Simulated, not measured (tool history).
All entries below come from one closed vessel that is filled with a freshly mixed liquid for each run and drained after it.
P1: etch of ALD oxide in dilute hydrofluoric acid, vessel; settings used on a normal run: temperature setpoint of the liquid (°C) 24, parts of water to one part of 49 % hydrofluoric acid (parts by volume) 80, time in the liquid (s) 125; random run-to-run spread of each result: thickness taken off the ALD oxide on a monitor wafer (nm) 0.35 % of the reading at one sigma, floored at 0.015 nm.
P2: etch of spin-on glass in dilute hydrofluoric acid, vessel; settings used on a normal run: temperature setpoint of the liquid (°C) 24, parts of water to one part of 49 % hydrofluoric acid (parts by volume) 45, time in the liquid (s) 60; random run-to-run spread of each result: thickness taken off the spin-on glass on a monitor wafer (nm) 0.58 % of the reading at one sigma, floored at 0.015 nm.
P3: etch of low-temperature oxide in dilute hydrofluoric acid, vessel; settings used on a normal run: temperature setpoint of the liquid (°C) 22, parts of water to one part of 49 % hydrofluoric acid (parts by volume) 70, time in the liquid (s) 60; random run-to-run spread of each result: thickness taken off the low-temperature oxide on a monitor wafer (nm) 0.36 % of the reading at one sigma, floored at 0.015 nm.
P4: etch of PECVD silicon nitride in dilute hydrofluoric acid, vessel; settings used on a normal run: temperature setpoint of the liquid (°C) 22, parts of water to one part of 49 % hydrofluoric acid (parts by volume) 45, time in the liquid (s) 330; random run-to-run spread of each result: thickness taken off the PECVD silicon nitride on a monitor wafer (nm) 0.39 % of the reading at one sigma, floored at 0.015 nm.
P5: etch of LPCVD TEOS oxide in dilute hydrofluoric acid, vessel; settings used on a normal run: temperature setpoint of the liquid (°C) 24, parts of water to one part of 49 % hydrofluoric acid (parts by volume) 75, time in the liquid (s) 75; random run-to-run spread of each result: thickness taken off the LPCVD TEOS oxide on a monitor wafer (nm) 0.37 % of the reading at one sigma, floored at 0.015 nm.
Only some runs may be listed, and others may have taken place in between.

| run | day | process that ran | temperature setpoint of the liquid (°C) | parts of water to one part of 49 % hydrofluoric acid (parts by volume) | time in the liquid (s) | hours since the thermometer was replaced | hours since the hydrofluoric acid flow meter was replaced | thickness taken off the ALD oxide on a monitor wafer (nm) | thickness taken off the low-temperature oxide on a monitor wafer (nm) | thickness taken off the spin-on glass on a monitor wafer (nm) | thickness taken off the LPCVD TEOS oxide on a monitor wafer (nm) | thickness taken off the PECVD silicon nitride on a monitor wafer (nm) |
|---|---|---|---|---|---|---|---|---|---|---|---|---|
| 1 | 0.221 | P1 | 24 | 80 | 125 | 347.5 | 320.1 | 21.289 |  |  |  |  |
| 2 | 0.617 | P3 | 22 | 70 | 95 | 357 | 329.6 |  | 38.145 |  |  |  |
| 3 | 0.983 | P2 | 24 | 75 | 60 | 365.8 | 338.4 |  |  | 34.012 |  |  |
| 4 | 1.342 | P1 | 24 | 115 | 125 | 374.4 | 347 | 14.283 |  |  |  |  |
| 5 | 1.679 | P1 | 24 | 80 | 200 | 382.5 | 355.1 | 34.059 |  |  |  |  |
| 6 | 2.062 | P1 | 24 | 80 | 125 | 391.7 | 364.3 | 21.391 |  |  |  |  |
| 7 | 2.367 | P3 | 22 | 100 | 60 | 399 | 371.6 |  | 16.206 |  |  |  |
| 8 | 2.7 | P5 | 24 | 125 | 75 | 407 | 379.6 |  |  |  | 31.678 |  |
| 9 | 3.017 | P5 | 24 | 75 | 75 | 414.6 | 387.2 |  |  |  | 56.123 |  |
| 10 | 3.425 | P4 | 18.5 | 45 | 330 | 424.4 | 397 |  |  |  |  | 16.265 |
| 11 | 3.771 | P1 | 17 | 35 | 125 | 432.7 | 405.3 | 38.308 |  |  |  |  |
| 12 | 4.004 | P3 | 29 | 70 | 60 | 438.3 | 410.9 |  | 31.707 |  |  |  |
| 13 | 4.275 | P1 | 24 | 80 | 60 | 444.8 | 417.4 | 10.276 |  |  |  |  |
| 14 | 4.708 | P1 | 19.5 | 80 | 125 | 455.2 | 427.8 | 17.619 |  |  |  |  |
|  | 4.792 | hydrofluoric acid flow meter replaced |
| 15 | 4.975 | P3 | 22 | 70 | 60 | 461.6 | 4.5 |  | 23.961 |  |  |  |
| 16 | 5.425 | P2 | 24 | 45 | 60 | 472.4 | 15.3 |  |  | 59.38 |  |  |
| 17 | 5.808 | P1 | 30.5 | 80 | 125 | 481.6 | 24.5 | 27.624 |  |  |  |  |
| 18 | 6.175 | P3 | 22 | 70 | 60 | 490.4 | 33.3 |  | 24.002 |  |  |  |
| 19 | 6.596 | P5 | 24 | 75 | 125 | 500.5 | 43.4 |  |  |  | 94.021 |  |
| 20 | 6.933 | P4 | 22 | 45 | 330 | 508.6 | 51.5 |  |  |  |  | 20.622 |
| 21 | 7.371 | P5 | 19.5 | 75 | 75 | 519.1 | 62 |  |  |  | 46.965 |  |
| 22 | 7.7 | P2 | 24 | 45 | 60 | 527 | 69.9 |  |  | 58.917 |  |  |
| 23 | 8.1 | P1 | 24 | 80 | 125 | 536.6 | 79.5 | 21.397 |  |  |  |  |
| 24 | 8.475 | P4 | 22 | 20 | 330 | 545.6 | 88.5 |  |  |  |  | 45.145 |
| 25 | 8.842 | P2 | 24 | 45 | 115 | 554.4 | 97.3 |  |  | 113.57 |  |  |
| 26 | 9.296 | P1 | 24 | 80 | 125 | 565.3 | 108.2 | 21.424 |  |  |  |  |
| 27 | 9.617 | P4 | 22 | 45 | 330 | 573 | 115.9 |  |  |  |  | 20.648 |
| 28 | 10.054 | P4 | 22 | 45 | 110 | 583.5 | 126.4 |  |  |  |  | 6.8687 |
| 29 | 10.475 | P2 | 31.5 | 45 | 60 | 593.6 | 136.5 |  |  | 79.949 |  |  |
| 30 | 10.762 | P1 | 24 | 80 | 125 | 600.5 | 143.4 | 21.454 |  |  |  |  |
| 31 | 11.017 | P1 | 24 | 35 | 125 | 606.6 | 149.5 | 51.466 |  |  |  |  |
| 32 | 11.379 | P1 | 24 | 80 | 125 | 615.3 | 158.2 | 21.137 |  |  |  |  |
| 33 | 11.592 | P1 | 24 | 80 | 125 | 620.4 | 163.3 | 20.833 |  |  |  |  |
| 34 | 11.967 | P1 | 24 | 80 | 125 | 629.4 | 172.3 | 20.126 |  |  |  |  |
| 35 | 12.262 | P1 | 24 | 80 | 125 | 636.5 | 179.4 | 19.77 |  |  |  |  |
| 36 | 12.604 | P1 | 24 | 80 | 125 | 644.7 | 187.6 | 19.661 |  |  |  |  |
| 37 | 13.071 | P1 | 24 | 80 | 125 | 655.9 | 198.8 | 19.574 |  |  |  |  |
| 38 | 13.504 | P1 | 24 | 80 | 125 | 666.3 | 209.2 | 19.513 |  |  |  |  |
| 39 | 13.825 | P1 | 24 | 80 | 125 | 674 | 216.9 | 19.356 |  |  |  |  |

P1 has crept away from where it was. The log is fitted equally well by each of these 2 causes, at the sizes shown:
A: liquid colder than its thermometer reads (K) = 2.31
B: hydrofluoric acid flow below the setpoint (%) = 8.14
The drift started at roughly day 11.379.

Question marks stand in for the results of the 4 check runs listed below, each run on one wafer. Under which run would the listed causes show clearly different results?
| check 1 | 14.146 | P2 | 24 | 45 | 60 |  |  |  |  | ? |  |  |
| check 2 | 14.146 | P5 | 24 | 75 | 75 |  |  |  |  |  | ? |  |
| check 3 | 14.146 | P3 | 22 | 70 | 60 |  |  |  | ? |  |  |  |
| check 4 | 14.146 | P4 | 22 | 45 | 330 |  |  |  |  |  |  | ? |

What every check run would give for each of its results, assuming each possible cause in turn:
| check | result | if A | if B |
|---|---|---|---|
| check 1 | thickness taken off the spin-on glass on a monitor wafer (nm) | 53.974 | 54.301 |
| check 2 | thickness taken off the LPCVD TEOS oxide on a monitor wafer (nm) | 51.266 | 51.304 |
| check 3 | thickness taken off the low-temperature oxide on a monitor wafer (nm) | 21.824 | 21.904 |
| check 4 | thickness taken off the PECVD silicon nitride on a monitor wafer (nm) | 17.559 | 18.966 |
Per-check spread between the two closest causes, in the result where they differ most: check 1 0.6 %; check 2 0.08 %; check 3 0.37 %; check 4 7.71 %
Only in check 4 would the causes give clearly different results; in the remaining checks their results would be nearly the same.

Then check 4 was run and gave: thickness taken off the PECVD silicon nitride on a monitor wafer (nm) 18.997. Which cause is it?

B is the cause: hydrofluoric acid flow below the setpoint (%).
